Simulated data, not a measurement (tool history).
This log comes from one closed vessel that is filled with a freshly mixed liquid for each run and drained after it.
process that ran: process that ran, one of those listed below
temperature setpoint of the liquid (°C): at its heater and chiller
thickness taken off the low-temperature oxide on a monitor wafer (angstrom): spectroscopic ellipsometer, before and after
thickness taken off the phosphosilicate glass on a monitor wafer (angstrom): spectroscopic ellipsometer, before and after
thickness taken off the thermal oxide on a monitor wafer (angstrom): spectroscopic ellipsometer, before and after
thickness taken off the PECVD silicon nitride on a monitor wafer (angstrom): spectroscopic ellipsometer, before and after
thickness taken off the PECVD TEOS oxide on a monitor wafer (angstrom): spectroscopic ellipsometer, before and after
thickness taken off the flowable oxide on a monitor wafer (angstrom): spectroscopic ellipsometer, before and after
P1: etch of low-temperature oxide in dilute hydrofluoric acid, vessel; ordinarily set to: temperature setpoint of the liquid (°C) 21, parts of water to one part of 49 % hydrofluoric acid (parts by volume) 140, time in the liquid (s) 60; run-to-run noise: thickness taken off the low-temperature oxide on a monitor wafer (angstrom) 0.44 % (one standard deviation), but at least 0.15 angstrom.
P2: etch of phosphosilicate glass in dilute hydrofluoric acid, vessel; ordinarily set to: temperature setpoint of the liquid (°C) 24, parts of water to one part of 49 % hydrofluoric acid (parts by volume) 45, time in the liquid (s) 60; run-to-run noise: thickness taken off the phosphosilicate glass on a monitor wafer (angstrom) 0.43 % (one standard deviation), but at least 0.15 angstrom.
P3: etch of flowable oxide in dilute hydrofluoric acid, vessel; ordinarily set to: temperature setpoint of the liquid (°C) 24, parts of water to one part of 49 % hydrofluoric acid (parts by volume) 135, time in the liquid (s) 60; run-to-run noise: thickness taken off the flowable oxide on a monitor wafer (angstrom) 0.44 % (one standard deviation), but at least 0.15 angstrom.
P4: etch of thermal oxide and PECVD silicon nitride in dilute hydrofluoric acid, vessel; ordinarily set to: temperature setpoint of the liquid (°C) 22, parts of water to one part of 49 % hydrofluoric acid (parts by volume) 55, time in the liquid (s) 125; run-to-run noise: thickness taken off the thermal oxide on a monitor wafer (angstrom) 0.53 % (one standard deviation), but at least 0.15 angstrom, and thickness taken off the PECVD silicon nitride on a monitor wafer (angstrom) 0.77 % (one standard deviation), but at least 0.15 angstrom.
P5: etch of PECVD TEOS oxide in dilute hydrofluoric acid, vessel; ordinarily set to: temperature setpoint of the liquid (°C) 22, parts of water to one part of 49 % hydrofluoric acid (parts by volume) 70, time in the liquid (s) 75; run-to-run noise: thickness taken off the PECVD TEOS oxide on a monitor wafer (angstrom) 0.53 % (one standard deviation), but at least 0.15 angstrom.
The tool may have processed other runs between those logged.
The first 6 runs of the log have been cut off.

run   hour  process that ran  temperature setpoint of the liquid (°C)  parts of water to one part of 49 % hydrofluoric acid (parts by volume)  time in the liquid (s)  hours since the thermometer was replaced  hours since the hydrofluoric acid flow meter was replaced  thickness taken off the low-temperature oxide on a monitor wafer (angstrom)  thickness taken off the phosphosilicate glass on a monitor wafer (angstrom)  thickness taken off the thermal oxide on a monitor wafer (angstrom)  thickness taken off the PECVD silicon nitride on a monitor wafer (angstrom)  thickness taken off the PECVD TEOS oxide on a monitor wafer (angstrom)  thickness taken off the flowable oxide on a monitor wafer (angstrom)
  7   34.4                P5                                       22                                                                      40                      75                                     176.6                                                        911                                                                                                                                                                                                                                                                                                                                                                              158.13
  8   38.2                P1                                       21                                                                      80                      60                                     180.4                                                      914.8                                                                       216.96
  9     42                P1                                       21                                                                     140                      60                                     184.2                                                      918.6                                                                       116.11
 10   46.3                P1                                       21                                                                     140                      30                                     188.5                                                      922.9                                                                       58.189
 11   49.5                P5                                       22                                                                      70                      75                                     191.7                                                      926.1                                                                                                                                                                                                                                                                                                                                                                              87.961
 12   55.5                P1                                       21                                                                     140                      60                                     197.7                                                      932.1                                                                       116.42
 13   60.6                P5                                       22                                                                      70                     120                                     202.8                                                      937.2                                                                                                                                                                                                                                                                                                                                                                               139.6
 14   66.6                P1                                       21                                                                     140                      60                                     208.8                                                      943.2                                                                       116.38
 15   71.5                P3                                       24                                                                     135                      60                                     213.7                                                      948.1                                                                                                                                                                                                                                                                                                                                                                                                                                                    183.21
 16     77                P4                                       22                                                                      55                      55                                     219.2                                                      953.6                                                                                                                                                                                                                         44.356                                                                       15.158
 17   83.3                P2                                       24                                                                      45                      60                                     225.5                                                      959.9                                                                                                                                                    1410.8
 18   89.1                P2                                       24                                                                      65                      60                                     231.3                                                      965.7                                                                                                                                                    953.16
 19   92.6                P1                                       21                                                                     140                      95                                     234.8                                                      969.2                                                                       185.91
 20   98.2                P1                                       25                                                                     140                     110                                     240.4                                                      974.8                                                                       249.26
 21  102.1                P2                                     17.5                                                                      45                      60                                     244.3                                                      978.7                                                                                                                                                    1072.1
 22  107.6                P3                                       24                                                                     220                      60                                     249.8                                                      984.2                                                                                                                                                                                                                                                                                                                                                                                                                                                    102.46
 23  113.3                P4                                       22                                                                     105                     125                                     255.5                                                      989.9                                                                                                                                                                                                                         48.746                                                                       17.925
 24  118.7                P3                                       24                                                                     135                      30                                     260.9                                                      995.3                                                                                                                                                                                                                                                                                                                                                                                                                                                    92.556
 25  123.6                P4                                       22                                                                      55                     125                                     265.8                                                     1000.2                                                                                                                                                                                                                            100                                                                       34.625
 26  126.7                P1                                       21                                                                     205                      60                                     268.9                                                     1003.3                                                                       74.393
 27  130.2                P2                                       24                                                                      45                     105                                     272.4                                                     1006.8                                                                                                                                                      2482
 28  133.5                P1                                       17                                                                     140                      60                                     275.7                                                     1010.1                                                                       98.673

Forecast run 29:
 29  137.5                P1                                       21                                                                     140                      60                                     279.7                                                     1014.1                                                                            ?

Run 29 produced thickness taken off the low-temperature oxide on a monitor wafer (angstrom) 116.99.

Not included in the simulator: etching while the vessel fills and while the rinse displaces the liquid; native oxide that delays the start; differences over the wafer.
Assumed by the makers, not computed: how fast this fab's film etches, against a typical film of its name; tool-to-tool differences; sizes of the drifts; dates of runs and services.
